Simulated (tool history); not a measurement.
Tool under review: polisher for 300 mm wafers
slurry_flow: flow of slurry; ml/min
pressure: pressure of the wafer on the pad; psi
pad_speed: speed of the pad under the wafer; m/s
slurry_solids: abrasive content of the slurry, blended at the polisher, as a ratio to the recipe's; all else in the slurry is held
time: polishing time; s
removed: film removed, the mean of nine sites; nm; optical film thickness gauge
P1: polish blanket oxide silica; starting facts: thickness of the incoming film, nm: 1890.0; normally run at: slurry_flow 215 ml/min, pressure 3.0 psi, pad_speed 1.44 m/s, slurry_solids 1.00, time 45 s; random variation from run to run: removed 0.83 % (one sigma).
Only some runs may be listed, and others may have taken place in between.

run   hour  slurry_flow  pressure  pad_speed  slurry_solids  time  wafers polished on this pad  hours since the slurry nozzle was cleaned  hours since the head pressure was calibrated  hours since the slurry blender was calibrated  hours since the conditioning disc was replaced  removed
  1    4.9          215       3.0       1.44           1.00    45                          352                                      398.9                                         440.8                                           92.6                                            81.1  123.420
  2    9.2          215       3.0       2.18           1.00    21                          382                                      403.2                                         445.1                                           96.9                                            85.4   80.375
  3   12.4          215       3.0       1.44           1.00    45                          403                                      406.4                                         448.3                                          100.1                                            88.6  122.160
  4   15.2          130       3.0       1.44           1.00    45                          422                                      409.2                                         451.1                                          102.9                                            91.4  112.870
  5   19.5          215       3.0       1.44           1.00    45                          451                                      413.5                                         455.4                                          107.2                                            95.7  121.140
  6   24.3          215       3.0       1.44           1.25    45                          484                                      418.3                                         460.2                                          112.0                                           100.5  134.910
  7   29.7          215       3.0       1.44           1.00    63                          521                                      423.7                                         465.6                                          117.4                                           105.9  170.320
  8   34.8          215       3.0       0.64           1.00    45                          555                                      428.8                                         470.7                                          122.5                                           111.0   64.500
  9   37.5          215       1.5       1.44           1.00    45                          574                                      431.5                                         473.4                                          125.2                                           113.7   60.333
 10   40.2          215       3.0       1.44           1.00    45                          592                                      434.2                                         476.1                                          127.9                                           116.4  119.000
 11   45.5          215       4.1       1.44           1.00    45                          628                                      439.5                                         481.4                                          133.2                                           121.7  166.200
 12   50.9          215       3.0       1.44           0.50    45                          664                                      444.9                                         486.8                                          138.6                                           127.1   83.811
 13   55.5          215       3.0       2.08           1.00    45                          696                                      449.5                                         491.4                                          143.2                                           131.7  165.950
 14   59.2          215       3.0       1.44           1.00    20                          721                                      453.2                                         495.1                                          146.9                                           135.4   53.285
 15   63.6          335       3.0       1.44           1.00    45                          751                                      457.6                                         499.5                                          151.3                                           139.8  128.990
 16   67.3          215       3.0       1.44           1.00    45                          776                                      461.3                                         503.2                                          155.0                                           143.5  123.140
 17   71.7          215       3.0       1.44           1.00    45                          805                                      465.7                                         507.6                                          159.4                                           147.9  122.210
 18   75.4          215       3.0       1.44           1.00    45                          831                                      469.4                                         511.3                                          163.1                                           151.6  122.930
 19   79.6          215       3.0       1.44           1.00    45                          859                                      473.6                                         515.5                                          167.3                                           155.8  118.580
 20   83.5          215       3.0       1.44           1.00    45                          885                                      477.5                                         519.4                                          171.2                                           159.7  114.510
 21   88.7          215       3.0       1.44           1.00    45                          921                                      482.7                                         524.6                                          176.4                                           164.9  111.740
      90.7  -- conditioning disc replaced and pad reconditioned
      91.6  -- head pressure recalibrated
 22   92.6          215       3.0       1.44           1.00    45                          947                                      486.6                                           1.1                                          180.3                                             1.9  112.230
 23   96.2          215       3.0       1.44           1.00    45                          972                                      490.2                                           4.7                                          183.9                                             5.5  110.900
     100.1  -- slurry nozzle cleaned
 24  102.1          215       3.0       1.44           1.00    45                         1012                                        2.1                                          10.6                                          189.8                                            11.4  111.850
 25  108.0          215       3.0       1.44           1.00    45                         1052                                        8.0                                          16.5                                          195.7                                            17.3  109.990
 26  112.6          215       3.0       1.44           1.00    45                         1083                                       12.6                                          21.1                                          200.3                                            21.9  110.360

What P1 gives has crept off from where it sat before. The 2 causes that follow fit the log equally well, each at the size noted:
A: abrasive missing from the slurry, % = 18.7
B: removal rate lost through wear of the pad, % = 9.44
The onset of the drift is placed at about hour 75.4.
Ruled out, with reasons:
slurry flow missing at the pad, %: serviced at hour 100.1, which brought nothing back
head's pressure below its setpoint, %: serviced at hour 91.6, which brought nothing back
time polished since the conditioner stopped cutting, s: serviced at hour 90.7, which brought nothing back

Consider the 4 check runs below, whose results appear as question marks and each of which averages 5 wafers. Which one distinguishes the causes, in that each cause would give it a clearly different result?
check 1  117.2          215       1.7       1.44           1.00    61                                                                                                                                                                                                                             ?
check 2  117.2          315       3.0       2.06           1.00    45                                                                                                                                                                                                                             ?
check 3  117.2          215       3.8       1.44           0.60    45                                                                                                                                                                                                                             ?
check 4  117.2          310       3.0       2.00           1.00    45                                                                                                                                                                                                                             ?

Expected result of each check under each candidate cause:
  check   result     if A     if B
check 1  removed   84.777   84.801
check 2  removed  152.910  152.950
check 3  removed  104.520  107.320
check 4  removed  149.130  149.170
Smallest distance between any two causes, each pair judged by its most separating result, in per cent: check 1 0.03 %; check 2 0.03 %; check 3 2.64 %; check 4 0.03 %
Only check 3 tells the causes apart: in the others they would give nearly the same result.

Check 3 was then run and gave: removed 104.480 nm. Which cause is it?

A is the cause: abrasive missing from the slurry, %.
